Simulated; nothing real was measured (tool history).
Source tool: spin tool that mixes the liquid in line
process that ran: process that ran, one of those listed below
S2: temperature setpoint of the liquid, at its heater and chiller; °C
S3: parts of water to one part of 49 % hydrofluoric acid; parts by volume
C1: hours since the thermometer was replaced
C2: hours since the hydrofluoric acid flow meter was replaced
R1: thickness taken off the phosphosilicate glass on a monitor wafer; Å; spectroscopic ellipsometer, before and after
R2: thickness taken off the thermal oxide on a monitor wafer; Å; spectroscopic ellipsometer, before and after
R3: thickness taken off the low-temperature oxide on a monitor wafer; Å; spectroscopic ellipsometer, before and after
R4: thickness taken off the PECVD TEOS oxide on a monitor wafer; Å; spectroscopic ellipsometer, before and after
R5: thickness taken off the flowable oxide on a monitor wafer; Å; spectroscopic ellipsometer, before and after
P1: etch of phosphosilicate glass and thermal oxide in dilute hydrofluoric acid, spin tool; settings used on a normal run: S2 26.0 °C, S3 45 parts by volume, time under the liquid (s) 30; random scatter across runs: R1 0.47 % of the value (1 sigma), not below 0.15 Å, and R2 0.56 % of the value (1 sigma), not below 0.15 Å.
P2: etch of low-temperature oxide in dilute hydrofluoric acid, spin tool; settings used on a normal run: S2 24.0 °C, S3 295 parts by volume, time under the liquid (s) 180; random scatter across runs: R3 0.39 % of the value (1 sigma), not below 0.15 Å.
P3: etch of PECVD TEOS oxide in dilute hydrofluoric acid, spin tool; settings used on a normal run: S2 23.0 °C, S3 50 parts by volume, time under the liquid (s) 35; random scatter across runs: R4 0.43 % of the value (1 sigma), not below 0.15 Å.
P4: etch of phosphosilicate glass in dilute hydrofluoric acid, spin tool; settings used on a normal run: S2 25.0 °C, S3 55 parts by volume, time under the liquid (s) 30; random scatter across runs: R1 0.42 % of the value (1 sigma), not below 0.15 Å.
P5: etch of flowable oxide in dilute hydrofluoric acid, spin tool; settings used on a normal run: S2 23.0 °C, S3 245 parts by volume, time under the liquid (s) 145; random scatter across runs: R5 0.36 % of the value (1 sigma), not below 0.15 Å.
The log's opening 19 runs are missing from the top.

Run 20, hour 234.5: process that ran P1, S2 31.5 °C, S3 45 parts by volume, time under the liquid (s) 15; C1 2314.2; C2 558.0. Result: R1 733.70 Å, R2 23.273 Å.
Run 21, hour 245.6: process that ran P3, S2 23.0 °C, S3 50 parts by volume, time under the liquid (s) 35; C1 2325.3; C2 569.1. Result: R4 151.74 Å.
Run 22, hour 256.4: process that ran P1, S2 26.0 °C, S3 45 parts by volume, time under the liquid (s) 30; C1 2336.1; C2 579.9. Result: R1 1183.90 Å, R2 37.152 Å.
Run 23, hour 267.6: process that ran P1, S2 26.0 °C, S3 45 parts by volume, time under the liquid (s) 50; C1 2347.3; C2 591.1. Result: R1 1948.80 Å, R2 61.895 Å.
Run 24, hour 281.2: process that ran P1, S2 26.0 °C, S3 20 parts by volume, time under the liquid (s) 30; C1 2360.9; C2 604.7. Result: R1 2767.60 Å, R2 86.202 Å.
Run 25, hour 292.0: process that ran P3, S2 23.0 °C, S3 50 parts by volume, time under the liquid (s) 35; C1 2371.7; C2 615.5. Result: R4 153.08 Å.
Run 26, hour 304.4: process that ran P5, S2 23.0 °C, S3 245 parts by volume, time under the liquid (s) 145; C1 2384.1; C2 627.9. Result: R5 333.56 Å.
Run 27, hour 319.9: process that ran P1, S2 26.0 °C, S3 45 parts by volume, time under the liquid (s) 30; C1 2399.6; C2 643.4. Result: R1 1176.00 Å, R2 37.816 Å.
Run 28, hour 335.4: process that ran P4, S2 25.0 °C, S3 55 parts by volume, time under the liquid (s) 30; C1 2415.1; C2 658.9. Result: R1 469.31 Å.
Run 29, hour 349.9: process that ran P2, S2 31.5 °C, S3 295 parts by volume, time under the liquid (s) 180; C1 2429.6; C2 673.4. Result: R3 221.350 Å.
Run 30, hour 362.6: process that ran P1, S2 26.0 °C, S3 45 parts by volume, time under the liquid (s) 30; C1 2442.3; C2 686.1. Result: R1 1175.30 Å, R2 37.019 Å.
Run 31, hour 370.3: process that ran P5, S2 31.0 °C, S3 245 parts by volume, time under the liquid (s) 145; C1 2450.0; C2 693.8. Result: R5 436.49 Å.
Run 32, hour 382.7: process that ran P1, S2 26.0 °C, S3 45 parts by volume, time under the liquid (s) 30; C1 2462.4; C2 706.2. Result: R1 1179.50 Å, R2 37.377 Å.
Run 33, hour 396.2: process that ran P1, S2 26.0 °C, S3 45 parts by volume, time under the liquid (s) 30; C1 2475.9; C2 719.7. Result: R1 1210.50 Å, R2 38.887 Å.
Run 34, hour 408.4: process that ran P1, S2 26.0 °C, S3 45 parts by volume, time under the liquid (s) 30; C1 2488.1; C2 731.9. Result: R1 1225.10 Å, R2 38.960 Å.

What will run 35 give?
Run 35, hour 415.2: process that ran P1, S2 26.0 °C, S3 45 parts by volume, time under the liquid (s) 30; C1 2494.9; C2 738.7. Result: R1 ?, R2 ?.

{"run 35": {"R1": 1239.1, "R2": 39.487}}

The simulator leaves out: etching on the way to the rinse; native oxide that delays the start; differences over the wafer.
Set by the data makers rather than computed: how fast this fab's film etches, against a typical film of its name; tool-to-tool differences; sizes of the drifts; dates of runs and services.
